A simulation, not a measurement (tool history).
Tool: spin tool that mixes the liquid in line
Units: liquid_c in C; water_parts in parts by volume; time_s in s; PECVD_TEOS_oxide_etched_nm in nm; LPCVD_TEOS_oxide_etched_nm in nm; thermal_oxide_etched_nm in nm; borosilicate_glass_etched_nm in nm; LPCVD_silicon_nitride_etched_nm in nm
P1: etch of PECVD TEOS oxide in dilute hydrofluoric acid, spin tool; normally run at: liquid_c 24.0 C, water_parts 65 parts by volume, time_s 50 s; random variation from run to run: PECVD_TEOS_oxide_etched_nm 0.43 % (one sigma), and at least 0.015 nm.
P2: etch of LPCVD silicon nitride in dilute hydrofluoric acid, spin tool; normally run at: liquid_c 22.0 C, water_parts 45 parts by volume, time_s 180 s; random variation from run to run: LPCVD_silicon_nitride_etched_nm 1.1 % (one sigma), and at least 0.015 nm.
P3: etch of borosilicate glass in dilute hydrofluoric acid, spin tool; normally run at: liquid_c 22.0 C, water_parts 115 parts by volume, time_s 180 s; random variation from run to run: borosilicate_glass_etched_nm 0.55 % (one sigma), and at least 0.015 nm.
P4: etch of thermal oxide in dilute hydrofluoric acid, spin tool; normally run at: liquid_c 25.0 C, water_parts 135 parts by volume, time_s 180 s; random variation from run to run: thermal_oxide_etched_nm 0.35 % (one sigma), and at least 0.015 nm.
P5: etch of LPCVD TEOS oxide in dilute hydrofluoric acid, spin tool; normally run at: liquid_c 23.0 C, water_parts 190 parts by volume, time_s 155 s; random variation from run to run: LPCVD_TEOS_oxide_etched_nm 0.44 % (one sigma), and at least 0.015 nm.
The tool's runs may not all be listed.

| run | hour | process | liquid_c | water_parts | time_s | PECVD_TEOS_oxide_etched_nm | LPCVD_TEOS_oxide_etched_nm | thermal_oxide_etched_nm | borosilicate_glass_etched_nm | LPCVD_silicon_nitride_etched_nm |
|---|---|---|---|---|---|---|---|---|---|---|
| 1 | 2.3 | P1 | 24.0 | 65 | 50 | 9.9477 |  |  |  |  |
| 2 | 4.8 | P5 | 23.0 | 105 | 155 |  | 76.8520 |  |  |  |
| 3 | 7.7 | P1 | 24.0 | 65 | 50 | 10.0590 |  |  |  |  |
| 4 | 11.8 | P1 | 18.5 | 65 | 50 | 7.9677 |  |  |  |  |
| 5 | 14.5 | P4 | 25.0 | 135 | 180 |  |  | 6.1821 |  |  |
| 6 | 16.7 | P4 | 17.5 | 135 | 180 |  |  | 4.5536 |  |  |
| 7 | 18.8 | P5 | 28.0 | 190 | 155 |  | 46.3560 |  |  |  |
| 8 | 20.9 | P3 | 17.0 | 115 | 180 |  |  |  | 34.1430 |  |
| 9 | 24.9 | P1 | 24.0 | 65 | 50 | 10.0680 |  |  |  |  |
| 10 | 27.7 | P4 | 25.0 | 70 | 180 |  |  | 12.8970 |  |  |
| 11 | 31.2 | P3 | 22.0 | 40 | 180 |  |  |  | 131.7900 |  |
| 12 | 35.6 | P5 | 23.0 | 190 | 155 |  | 38.8200 |  |  |  |
| 13 | 38.6 | P1 | 24.0 | 65 | 50 | 9.9472 |  |  |  |  |
| 14 | 42.1 | P1 | 28.0 | 65 | 50 | 11.8470 |  |  |  |  |
| 15 | 44.1 | P2 | 22.0 | 45 | 180 |  |  |  |  | 1.7886 |
| 16 | 47.9 | P5 | 23.0 | 190 | 35 |  | 8.6712 |  |  |  |
| 17 | 50.3 | P4 | 25.0 | 135 | 180 |  |  | 6.1479 |  |  |
| 18 | 53.6 | P2 | 22.0 | 45 | 345 |  |  |  |  | 3.4450 |
| 19 | 57.2 | P2 | 28.0 | 45 | 180 |  |  |  |  | 2.6723 |
| 20 | 61.2 | P2 | 22.0 | 60 | 180 |  |  |  |  | 1.3567 |
| 21 | 64.4 | P1 | 24.0 | 110 | 50 | 5.6108 |  |  |  |  |
| 22 | 68.3 | P3 | 22.0 | 115 | 180 |  |  |  | 42.1170 |  |
| 23 | 72.1 | P3 | 22.0 | 115 | 180 |  |  |  | 42.1630 |  |
| 24 | 74.9 | P1 | 24.0 | 65 | 50 | 10.0380 |  |  |  |  |
| 25 | 78.4 | P3 | 22.0 | 115 | 25 |  |  |  | 5.8412 |  |
| 26 | 80.5 | P1 | 24.0 | 20 | 25 | 17.2730 |  |  |  |  |
| 27 | 84.7 | P1 | 24.0 | 65 | 80 | 16.1460 |  |  |  |  |
| 28 | 88.4 | P4 | 25.0 | 135 | 75 |  |  | 2.5849 |  |  |
| 29 | 92.0 | P1 | 24.0 | 40 | 50 | 16.8180 |  |  |  |  |
| 30 | 94.4 | P1 | 24.0 | 65 | 15 | 2.9939 |  |  |  |  |
| 31 | 98.8 | P1 | 24.0 | 65 | 50 | 10.0130 |  |  |  |  |
| 32 | 101.4 | P1 | 24.0 | 65 | 50 | 10.2560 |  |  |  |  |
| 33 | 104.2 | P1 | 24.0 | 65 | 50 | 10.4320 |  |  |  |  |
| 34 | 107.2 | P1 | 24.0 | 65 | 50 | 10.5560 |  |  |  |  |
| 35 | 111.6 | P1 | 24.0 | 65 | 50 | 10.5780 |  |  |  |  |
| 36 | 114.0 | P1 | 24.0 | 65 | 50 | 10.7090 |  |  |  |  |
| 37 | 116.9 | P1 | 24.0 | 65 | 50 | 10.7030 |  |  |  |  |
| 38 | 119.9 | P1 | 24.0 | 65 | 50 | 10.5830 |  |  |  |  |
| 39 | 124.5 | P1 | 24.0 | 65 | 50 | 10.7030 |  |  |  |  |
| 40 | 127.5 | P1 | 24.0 | 65 | 50 | 10.6490 |  |  |  |  |

What P1 gives has crept away from where it was. These 2 causes fit the log equally well, each at the size given:
A: liquid hotter than its thermometer reads (K) = 1.57
B: hydrofluoric acid flow above the setpoint (%) = 5.99
The creep began at about hour 98.8.

4 check runs are offered, each on 5 wafers whose results are averaged, their results left as question marks. Which one tells the causes apart?
| check 1 | 130.5 | P5 | 23.0 | 115 | 85 |  | ? |  |  |  |
| check 2 | 130.5 | P3 | 22.0 | 50 | 180 |  |  |  | ? |  |
| check 3 | 130.5 | P4 | 25.0 | 75 | 180 |  |  | ? |  |  |
| check 4 | 130.5 | P2 | 22.0 | 60 | 180 |  |  |  |  | ? |

What each check would give under each cause:
| check | result | if A | if B |
|---|---|---|---|
| check 1 | LPCVD_TEOS_oxide_etched_nm | 40.4290 | 40.5990 |
| check 2 | borosilicate_glass_etched_nm | 111.8600 | 111.4800 |
| check 3 | thermal_oxide_etched_nm | 12.7320 | 12.7490 |
| check 4 | LPCVD_silicon_nitride_etched_nm | 1.4998 | 1.4274 |
How far apart the two closest causes lie, in the result that separates them most: check 1 0.42 %; check 2 0.34 %; check 3 0.14 %; check 4 4.95 %
Check 4 tells the causes apart: in the others they would give nearly the same result.

Then check 4 was run and gave: LPCVD_silicon_nitride_etched_nm 1.4284 nm. Which cause is it?

It is B: hydrofluoric acid flow above the setpoint (%).

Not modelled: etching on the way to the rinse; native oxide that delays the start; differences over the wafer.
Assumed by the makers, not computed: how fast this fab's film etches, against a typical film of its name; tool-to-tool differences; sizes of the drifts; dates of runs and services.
